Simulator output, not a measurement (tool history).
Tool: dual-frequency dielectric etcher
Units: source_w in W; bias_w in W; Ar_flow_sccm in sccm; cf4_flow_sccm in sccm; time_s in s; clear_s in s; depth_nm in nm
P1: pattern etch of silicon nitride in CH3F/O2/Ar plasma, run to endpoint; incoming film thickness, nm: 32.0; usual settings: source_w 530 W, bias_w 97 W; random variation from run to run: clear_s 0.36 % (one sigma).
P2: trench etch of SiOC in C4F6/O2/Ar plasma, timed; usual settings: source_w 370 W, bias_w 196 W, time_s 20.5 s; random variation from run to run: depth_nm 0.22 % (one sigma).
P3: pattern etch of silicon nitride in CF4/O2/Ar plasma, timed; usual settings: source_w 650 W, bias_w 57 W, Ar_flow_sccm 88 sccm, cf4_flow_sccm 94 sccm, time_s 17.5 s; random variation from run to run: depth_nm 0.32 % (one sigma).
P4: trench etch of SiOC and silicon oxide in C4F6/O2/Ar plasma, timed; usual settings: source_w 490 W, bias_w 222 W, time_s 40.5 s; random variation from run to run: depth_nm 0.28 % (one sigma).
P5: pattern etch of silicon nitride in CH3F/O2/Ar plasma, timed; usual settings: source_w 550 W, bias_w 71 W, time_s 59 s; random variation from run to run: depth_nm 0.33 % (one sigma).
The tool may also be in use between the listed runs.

run    day  process  source_w  bias_w  Ar_flow_sccm  cf4_flow_sccm  time_s  hours since the last wet clean  hours since the last source power generator calibration  hours since the last bias power generator calibration  clear_s  depth_nm
  1  0.146       P1       530      97                                                                258.1                                                   1217.3                                                   1560   38.626
  2  0.388       P3       650      57            88             94    17.5                           263.9                                                   1223.1                                                 1565.8             45.459
  3  0.629       P1       530      97                                                                269.7                                                   1228.9                                                 1571.6    38.22
  4  0.746       P5       550      71                                   59                           272.5                                                   1231.7                                                 1574.4              46.96
  5      1       P1       530      97                                                                278.6                                                   1237.8                                                 1580.5   38.707
  6  1.179       P2       370     196                                 20.5                           282.9                                                   1242.1                                                 1584.8             42.698
  7  1.379       P1       630     117                                                                287.7                                                   1246.9                                                 1589.6   33.768
  8  1.575       P4       490     287                                 40.5                           292.4                                                   1251.6                                                 1594.3             104.75
  9  1.708       P2       240     196                                 20.5                           295.6                                                   1254.8                                                 1597.5             36.272
 10  1.838       P1       530     115                                                                298.7                                                   1257.9                                                 1600.6   36.128
 11  1.988       P4       290     222                                 40.5                           302.3                                                   1261.5                                                 1604.2             78.381
 12    2.2       P5       550      99                                   59                           307.4                                                   1266.6                                                 1609.3             52.529
 13  2.417       P4       490     222                                 40.5                           312.6                                                   1271.8                                                 1614.5              96.12
 14  2.533       P1       720      97                                                                315.4                                                   1274.6                                                 1617.3   34.299
 15  2.762       P5       780      71                                   59                           320.9                                                   1280.1                                                 1622.8             53.651
 16  2.875       P4       490     222                                   57                           323.6                                                   1282.8                                                 1625.5             135.73
 17  3.012       P2       370     196                                 20.5                           326.9                                                   1286.1                                                 1628.8             42.675
 18  3.179       P1       530      97                                                                330.9                                                   1290.1                                                 1632.8   38.577
 19   3.35       P3       440      57            88             94    17.5                             335                                                   1294.2                                                 1636.9             32.455
 20  3.596       P1       530      97                                                                340.9                                                   1300.1                                                 1642.8    38.53
 21  3.808       P2       370     125                                 20.5                             346                                                   1305.2                                                 1647.9             37.272
 22  4.038       P5       550      71                                 75.5                           351.5                                                   1310.7                                                 1653.4             59.686
 23  4.242       P5       550      71                                   59                           356.4                                                   1315.6                                                 1658.3             46.769
 24  4.383       P3       650      38            88             94    17.5                           359.8                                                     1319                                                 1661.7             39.106
 25   4.55       P1       530      97                                                                363.8                                                     1323                                                 1665.7   38.594
 26  4.738       P3       650      57            88             94      23                           368.3                                                   1327.5                                                 1670.2             59.745
 27   4.85       P1       530      68                                                                  371                                                   1330.2                                                 1672.9   43.564
 28  5.092       P3       650      57            88             94    17.5                           376.8                                                     1336                                                 1678.7             45.241
 29  5.333       P3       650      57           112             94    17.5                           382.6                                                   1341.8                                                 1684.5             44.119
 30  5.521       P1       420      97                                                                387.1                                                   1346.3                                                   1689   42.042

The next listed run, before its measurement:
 31  5.667       P3       650      57            88             57    17.5                           390.6                                                   1349.8                                                 1692.5                  ?

Run 31 gave depth_nm 42.502 nm.
